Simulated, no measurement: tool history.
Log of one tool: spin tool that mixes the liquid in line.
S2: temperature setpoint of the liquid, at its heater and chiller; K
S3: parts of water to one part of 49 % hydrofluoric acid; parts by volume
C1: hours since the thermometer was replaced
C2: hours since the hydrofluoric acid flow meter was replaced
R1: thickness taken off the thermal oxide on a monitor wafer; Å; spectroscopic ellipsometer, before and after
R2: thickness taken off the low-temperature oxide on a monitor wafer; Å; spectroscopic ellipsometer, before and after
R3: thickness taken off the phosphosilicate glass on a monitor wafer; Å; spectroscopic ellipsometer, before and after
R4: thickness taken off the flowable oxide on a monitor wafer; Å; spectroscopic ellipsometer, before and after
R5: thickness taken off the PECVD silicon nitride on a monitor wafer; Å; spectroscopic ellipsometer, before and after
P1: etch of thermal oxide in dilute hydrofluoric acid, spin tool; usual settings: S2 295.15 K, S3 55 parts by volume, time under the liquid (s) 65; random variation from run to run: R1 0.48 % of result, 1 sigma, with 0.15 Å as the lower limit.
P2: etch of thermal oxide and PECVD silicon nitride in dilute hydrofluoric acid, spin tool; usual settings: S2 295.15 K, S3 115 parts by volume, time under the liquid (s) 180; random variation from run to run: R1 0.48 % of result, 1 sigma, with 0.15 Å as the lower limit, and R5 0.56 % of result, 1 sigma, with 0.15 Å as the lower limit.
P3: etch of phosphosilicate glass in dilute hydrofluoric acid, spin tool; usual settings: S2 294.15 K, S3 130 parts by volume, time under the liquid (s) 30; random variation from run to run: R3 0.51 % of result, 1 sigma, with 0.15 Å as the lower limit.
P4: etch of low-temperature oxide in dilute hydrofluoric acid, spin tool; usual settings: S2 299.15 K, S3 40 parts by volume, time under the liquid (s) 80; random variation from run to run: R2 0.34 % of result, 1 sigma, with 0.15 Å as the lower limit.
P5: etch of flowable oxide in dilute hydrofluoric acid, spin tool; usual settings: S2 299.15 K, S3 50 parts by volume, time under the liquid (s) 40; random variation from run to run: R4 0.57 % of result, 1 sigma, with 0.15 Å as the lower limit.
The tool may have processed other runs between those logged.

run 1 hour=10.6 | process_that_ran=P1 S2=295.15 S3=55 time_under_the_liquid_(s)=65 | C1=1179 C2=263.4 | R1=52.311
run 2 hour=18.9 | process_that_ran=P4 S2=299.15 S3=40 time_under_the_liquid_(s)=80 | C1=1187.3 C2=271.7 | R2=315.75
run 3 hour=30.3 | process_that_ran=P3 S2=294.15 S3=130 time_under_the_liquid_(s)=30 | C1=1198.7 C2=283.1 | R3=147.5
run 4 hour=43.2 | process_that_ran=P1 S2=291.15 S3=55 time_under_the_liquid_(s)=65 | C1=1211.6 C2=296 | R1=43.969
run 5 hour=53.9 | process_that_ran=P5 S2=294.65 S3=50 time_under_the_liquid_(s)=40 | C1=1222.3 C2=306.7 | R4=280.57
run 6 hour=63.2 | process_that_ran=P2 S2=295.15 S3=35 time_under_the_liquid_(s)=180 | C1=1231.6 C2=316 | R1=242.71 R5=246.67
run 7 hour=72.7 | process_that_ran=P1 S2=295.15 S3=95 time_under_the_liquid_(s)=65 | C1=1241.1 C2=325.5 | R1=28.924
run 8 hour=84.6 | process_that_ran=P4 S2=299.15 S3=40 time_under_the_liquid_(s)=20 | C1=1253 C2=337.4 | R2=78.586
run 9 hour=96.5 | process_that_ran=P5 S2=299.15 S3=50 time_under_the_liquid_(s)=40 | C1=1264.9 C2=349.3 | R4=337.04
run 10 hour=107.9 | process_that_ran=P3 S2=294.15 S3=215 time_under_the_liquid_(s)=30 | C1=1276.3 C2=360.7 | R3=81.548
run 11 hour=120.8 | process_that_ran=P1 S2=295.15 S3=55 time_under_the_liquid_(s)=120 | C1=1289.2 C2=373.6 | R1=96.576
run 12 hour=133.4 | process_that_ran=P1 S2=302.15 S3=55 time_under_the_liquid_(s)=65 | C1=1301.8 C2=386.2 | R1=69.793
run 13 hour=145.8 | process_that_ran=P1 S2=295.15 S3=55 time_under_the_liquid_(s)=65 | C1=1314.2 C2=398.6 | R1=52.447
run 14 hour=157.7 | process_that_ran=P1 S2=295.15 S3=55 time_under_the_liquid_(s)=65 | C1=1326.1 C2=410.5 | R1=52.154
run 15 hour=165.6 | process_that_ran=P1 S2=295.15 S3=55 time_under_the_liquid_(s)=65 | C1=1334 C2=418.4 | R1=52.029
run 16 hour=178.1 | process_that_ran=P1 S2=295.15 S3=30 time_under_the_liquid_(s)=65 | C1=1346.5 C2=430.9 | R1=99.45
run 17 hour=189.4 | process_that_ran=P3 S2=290.15 S3=130 time_under_the_liquid_(s)=30 | C1=1357.8 C2=442.2 | R3=126.46
run 18 hour=199.7 | process_that_ran=P1 S2=290.15 S3=55 time_under_the_liquid_(s)=15 | C1=1368.1 C2=452.5 | R1=9.7774
run 19 hour=205.5 | process_that_ran=P2 S2=303.15 S3=115 time_under_the_liquid_(s)=180 | C1=1373.9 C2=458.3 | R1=90.912 R5=128.75
run 20 hour=217.4 | process_that_ran=P3 S2=294.15 S3=130 time_under_the_liquid_(s)=30 | C1=1385.8 C2=470.2 | R3=148.58
run 21 hour=224.5 | process_that_ran=P1 S2=295.15 S3=55 time_under_the_liquid_(s)=65 | C1=1392.9 C2=477.3 | R1=52.744
run 22 hour=230.7 | process_that_ran=P1 S2=295.15 S3=55 time_under_the_liquid_(s)=65 | C1=1399.1 C2=483.5 | R1=52.255
run 23 hour=238.4 | process_that_ran=P1 S2=299.65 S3=55 time_under_the_liquid_(s)=120 | C1=1406.8 C2=491.2 | R1=116.01
run 24 hour=250.2 | process_that_ran=P2 S2=295.15 S3=115 time_under_the_liquid_(s)=90 | C1=1418.6 C2=503 | R1=33.284 R5=38.271
run 25 hour=257.3 | process_that_ran=P1 S2=295.15 S3=55 time_under_the_liquid_(s)=15 | C1=1425.7 C2=510.1 | R1=11.824
run 26 hour=263.9 | process_that_ran=P1 S2=302.15 S3=55 time_under_the_liquid_(s)=30 | C1=1432.3 C2=516.7 | R1=31.917
run 27 hour=276.5 | process_that_ran=P1 S2=295.15 S3=55 time_under_the_liquid_(s)=65 | C1=1444.9 C2=529.3 | R1=52.06

What does the tool deliver on the next run?
run 28 hour=283.8 | process_that_ran=P5 S2=299.15 S3=50 time_under_the_liquid_(s)=75 | C1=1452.2 C2=536.6 | R4=?

R4: 629.25 Å
